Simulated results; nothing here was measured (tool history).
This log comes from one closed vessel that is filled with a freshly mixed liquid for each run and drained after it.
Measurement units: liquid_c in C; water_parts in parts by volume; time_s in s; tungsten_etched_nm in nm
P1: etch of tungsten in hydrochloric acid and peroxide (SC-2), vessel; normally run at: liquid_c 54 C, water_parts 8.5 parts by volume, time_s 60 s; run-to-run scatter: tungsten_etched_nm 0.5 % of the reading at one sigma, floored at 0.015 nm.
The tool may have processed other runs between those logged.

run   hour  liquid_c  water_parts  time_s  tungsten_etched_nm
  1   12.7        54          8.5      60              28.861
  2   25.8        38          8.5      60              9.5899
  3   41.7        54            4      60              50.202
  4   53.2        54          8.5      60              28.702
  5   62.3        54          8.5     115              55.296
  6   76.1        44          8.5      95               23.38
  7   90.7        54          8.5      60              28.897
  8   98.7        54          8.5      60              28.829
  9  108.1        54           15      60              17.725
     114.3  -- new drum of peroxide connected
 10  120.7        54          8.5      30              14.429
     124.8  -- chemicals flow meter replaced
 11  134.1        54          8.5      60              28.684
 12  143.3        54         13.5      30              9.6858
 13  157.5        67          8.5      30              32.282

Predict the results of run 14:
 14   166      65.5          8.5      60                   ?

Logged for run 14: tungsten_etched_nm 59.2 nm.
